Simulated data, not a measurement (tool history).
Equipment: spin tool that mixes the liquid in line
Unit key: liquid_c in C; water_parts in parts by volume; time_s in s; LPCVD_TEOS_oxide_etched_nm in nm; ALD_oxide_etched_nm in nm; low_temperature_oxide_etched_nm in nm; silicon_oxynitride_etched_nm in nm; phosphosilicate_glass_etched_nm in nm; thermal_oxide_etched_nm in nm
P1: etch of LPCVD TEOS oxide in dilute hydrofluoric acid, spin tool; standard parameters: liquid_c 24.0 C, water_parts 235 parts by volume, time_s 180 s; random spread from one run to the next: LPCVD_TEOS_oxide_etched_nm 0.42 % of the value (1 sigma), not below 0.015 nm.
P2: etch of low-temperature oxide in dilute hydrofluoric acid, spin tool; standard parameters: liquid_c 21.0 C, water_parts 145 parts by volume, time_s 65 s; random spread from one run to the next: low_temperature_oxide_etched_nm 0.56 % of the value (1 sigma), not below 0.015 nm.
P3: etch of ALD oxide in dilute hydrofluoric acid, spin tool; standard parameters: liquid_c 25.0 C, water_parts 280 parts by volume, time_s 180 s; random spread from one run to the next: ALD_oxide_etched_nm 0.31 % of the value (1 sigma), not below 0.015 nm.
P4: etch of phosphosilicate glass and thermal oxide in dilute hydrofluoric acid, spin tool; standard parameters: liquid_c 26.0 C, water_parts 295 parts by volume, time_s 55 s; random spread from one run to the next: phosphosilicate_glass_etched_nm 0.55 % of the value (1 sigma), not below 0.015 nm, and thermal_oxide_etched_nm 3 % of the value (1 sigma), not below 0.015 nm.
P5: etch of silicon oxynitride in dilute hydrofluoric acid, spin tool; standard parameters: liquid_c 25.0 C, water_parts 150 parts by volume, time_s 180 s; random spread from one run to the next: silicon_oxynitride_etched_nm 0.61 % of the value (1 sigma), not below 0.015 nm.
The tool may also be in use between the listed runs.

run    day  process  liquid_c  water_parts  time_s  hours since the thermometer was replaced  hours since the hydrofluoric acid flow meter was replaced  LPCVD_TEOS_oxide_etched_nm  ALD_oxide_etched_nm  low_temperature_oxide_etched_nm  silicon_oxynitride_etched_nm  phosphosilicate_glass_etched_nm  thermal_oxide_etched_nm
  1  0.442       P1      24.0          235     180                                     749.3                                                      965.9                     17.1310
  2  0.929       P3      25.0          280     180                                     761.0                                                      977.6                                          13.8540
  3  1.350       P1      24.0          235     320                                     771.1                                                      987.7                     30.6120
  4  1.725       P1      24.0          235      60                                     780.1                                                      996.7                      5.7132
  5  2.133       P1      20.0           85     180                                     789.9                                                     1006.5                     47.7510
  6  2.788       P2      21.0          145      65                                     805.6                                                     1022.2                                                                            13.453
  7  3.167       P2      29.5          145      65                                     814.7                                                     1031.3                                                                            18.577
  8  3.525       P5      25.0          150      90                                     823.3                                                     1039.9                                                                                                          2.3576
  9  4.179       P5      25.0           25     180                                     839.0                                                     1055.6                                                                                                         31.3810
 10  4.479       P4      26.0          295      15                                     846.2                                                     1062.8                                                                                                                                           8.6447                  0.21557
 11  4.821       P4      26.0          295      55                                     854.4                                                     1071.0                                                                                                                                          31.7580                  0.76043
 12  5.225       P5      25.0          150     180                                     864.1                                                     1080.7                                                                                                          4.6616
 13  5.796       P4      26.0           90      55                                     877.8                                                     1094.4                                                                                                                                         130.5400                  3.12480
 14  6.179       P3      25.0          145     180                                     887.0                                                     1103.6                                          30.9060
 15  6.512       P2      21.0          145     125                                     895.0                                                     1111.6                                                                            25.477
 16  7.017       P1      18.5          235     180                                     907.1                                                     1123.7                     13.9160
 17  7.379       P1      29.0          235     180                                     915.8                                                     1132.4                     20.3840
 18  7.946       P3      25.0          280      15                                     929.4                                                     1146.0                                           1.1369
 19  8.371       P1      24.0          355     180                                     939.6                                                     1156.2                     10.0550
 20  8.675       P2      21.0          145      65                                     946.9                                                     1163.5                                                                            13.372

Predict the results of run 21:
 21  9.046       P4      32.5          295      55                                     955.8                                                     1172.4                                                                                                                                                ?                        ?

{"run 21": {"phosphosilicate_glass_etched_nm": 38.782, "thermal_oxide_etched_nm": 0.9318}}
